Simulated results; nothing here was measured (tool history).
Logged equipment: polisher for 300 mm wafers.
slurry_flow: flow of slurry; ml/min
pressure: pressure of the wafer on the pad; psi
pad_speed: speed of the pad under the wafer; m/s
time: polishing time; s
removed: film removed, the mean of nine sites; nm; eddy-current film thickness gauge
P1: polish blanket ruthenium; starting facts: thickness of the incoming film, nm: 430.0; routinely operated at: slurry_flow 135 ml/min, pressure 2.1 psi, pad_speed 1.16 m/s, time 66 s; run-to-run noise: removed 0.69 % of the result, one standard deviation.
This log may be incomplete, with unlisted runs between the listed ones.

run   hour  slurry_flow  pressure  pad_speed  time  wafers polished on this pad  hours since the slurry nozzle was cleaned  hours since the head pressure was calibrated  removed
  1    4.8          135       2.1       1.16    66                          690                                      440.3                                         103.6   92.127
  2    8.7          135       2.1       1.16    66                          728                                      444.2                                         107.5   92.027
  3   11.6          135       2.1       1.16    33                          757                                      447.1                                         110.4   46.417
      13.3  -- head pressure recalibrated
  4   15.3          135       2.1       1.16    94                          793                                      450.8                                           2.1   132.46
  5   20.1          135       2.7       1.16    66                          840                                      455.6                                           6.9   120.86
  6   26.3           80       2.1       1.16    66                          900                                      461.8                                          13.1   80.731
  7   29.8          135       2.1        0.8    66                          935                                      465.3                                          16.6   63.435
  8   35.5          135       2.1       1.16    66                          990                                        471                                          22.3   92.448
  9   41.3          135       2.1       1.16    66                         1047                                      476.8                                          28.1   92.874
 10   46.2          135       1.2       1.16    66                         1095                                      481.7                                            33   52.873
 11   49.1          210       2.1       1.16    66                         1123                                      484.6                                          35.9   98.704
 12     55          135       2.1       1.16    66                         1181                                      490.5                                          41.8   93.268
 13   61.4          135       2.1        1.6    66                         1243                                      496.9                                          48.2    126.5
 14   66.7          135       2.1       1.64    31                         1295                                      502.2                                          53.5   61.721
 15   73.3          135       2.1       1.16    66                         1360                                      508.8                                          60.1   91.541
 16   76.2          135       2.1       1.16    66                         1388                                      511.7                                            63   89.834
 17   82.8          135       2.1       1.16    66                         1453                                      518.3                                          69.6   87.634
 18     89          135       2.1       1.16    66                         1513                                      524.5                                          75.8   86.641
      89.3  -- head pressure recalibrated
 19   93.3          135       2.1       1.16    66                         1555                                      528.8                                             4    86.43
 20   97.9          135       2.1       1.16    66                         1600                                      533.4                                           8.6   85.913
 21  103.3          135       2.1       1.16    66                         1653                                      538.8                                            14   85.219

Something has made what P1 gives creep away from where it was; the 2 causes below, each at its own stated size, fit the log equally well:
A: slurry flow missing at the pad, % = 30
B: removal rate lost through wear of the pad, % = 7.64
The drift started at roughly hour 73.3.
Why every other cause is out:
head's pressure below its setpoint, %: maintenance at hour 89.3, after the shift began, did not return the process to its former output

4 check runs are offered, each on 5 wafers whose results are averaged, their results left as question marks. Which one tells the causes apart?
check 1  108.7          135       2.1       1.16    94                                                                                                                              ?
check 2  108.7          135       1.7       1.56    66                                                                                                                              ?
check 3  108.7          195       2.1       1.16    66                                                                                                                              ?
check 4  108.7          135       2.1       0.88    66                                                                                                                              ?

Outcome of each check run for each possible cause:
  check   result    if A    if B
check 1  removed  121.95  121.96
check 2  removed  93.219  93.223
check 3  removed  92.907  90.828
check 4  removed  64.958  64.961
Distance between the nearest two causes, measured in the result of the check that separates them most: check 1 0 %; check 2 0 %; check 3 2.26 %; check 4 0 %
Check 3 is the one run that separates the causes; every other check would come out nearly the same whichever cause is at work.

Check 3 was carried out, with these results: removed 90.376 nm. Which of the listed causes is responsible?

The cause is B: removal rate lost through wear of the pad, %.
